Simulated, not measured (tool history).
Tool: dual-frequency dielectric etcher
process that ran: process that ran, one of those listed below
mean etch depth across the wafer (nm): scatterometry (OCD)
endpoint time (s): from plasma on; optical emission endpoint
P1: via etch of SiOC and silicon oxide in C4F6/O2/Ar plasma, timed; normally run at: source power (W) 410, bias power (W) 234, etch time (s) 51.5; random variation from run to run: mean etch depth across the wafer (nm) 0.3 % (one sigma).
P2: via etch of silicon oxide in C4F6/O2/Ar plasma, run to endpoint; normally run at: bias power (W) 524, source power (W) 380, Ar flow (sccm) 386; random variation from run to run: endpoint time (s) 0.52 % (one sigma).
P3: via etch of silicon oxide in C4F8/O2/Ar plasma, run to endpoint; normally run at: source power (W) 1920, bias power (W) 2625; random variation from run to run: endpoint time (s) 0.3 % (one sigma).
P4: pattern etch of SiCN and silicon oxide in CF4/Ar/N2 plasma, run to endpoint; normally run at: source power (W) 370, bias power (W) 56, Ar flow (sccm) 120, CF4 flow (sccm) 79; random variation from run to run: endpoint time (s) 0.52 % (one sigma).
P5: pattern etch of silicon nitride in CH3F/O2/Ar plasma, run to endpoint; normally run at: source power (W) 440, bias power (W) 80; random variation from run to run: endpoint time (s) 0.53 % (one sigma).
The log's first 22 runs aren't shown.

run   hour  process that ran  source power (W)  bias power (W)  etch time (s)  Ar flow (sccm)  CF4 flow (sccm)  hours since the last wet clean  hours since the last source power generator calibration  hours since the last bias power generator calibration  mean etch depth across the wafer (nm)  endpoint time (s)
 23  225.6                P1               410             160           51.5                                                             32.6                                                   3600.3                                                  697.9                                 56.641
 24  236.8                P4               440              56                            120               79                            43.8                                                   3611.5                                                  709.1                                                    20.571
 25  246.4                P3              1920            1896                                                                            53.4                                                   3621.1                                                  718.7                                                   289.150
 26  259.9                P1               530             234           29.0                                                             66.9                                                   3634.6                                                  732.2                                 39.916
 27  266.9                P1               410             234           66.5                                                             73.9                                                   3641.6                                                  739.2                                 83.228
 28  278.0                P1               410             234           51.5                                                             85.0                                                   3652.7                                                  750.3                                 64.302
 29  289.8                P5               310              80                                                                            96.8                                                   3664.5                                                  762.1                                                    57.434
 30  303.7                P2               380             524                            492                                            110.7                                                   3678.4                                                  776.0                                                    31.110
 31  315.8                P1               410             234           30.0                                                            122.8                                                   3690.5                                                  788.1                                 37.467

The next listed run, before its measurement:
 32  325.4                P1               410             234           51.5                                                            132.4                                                   3700.1                                                  797.7                                      ?

mean etch depth across the wafer (nm): 64.735
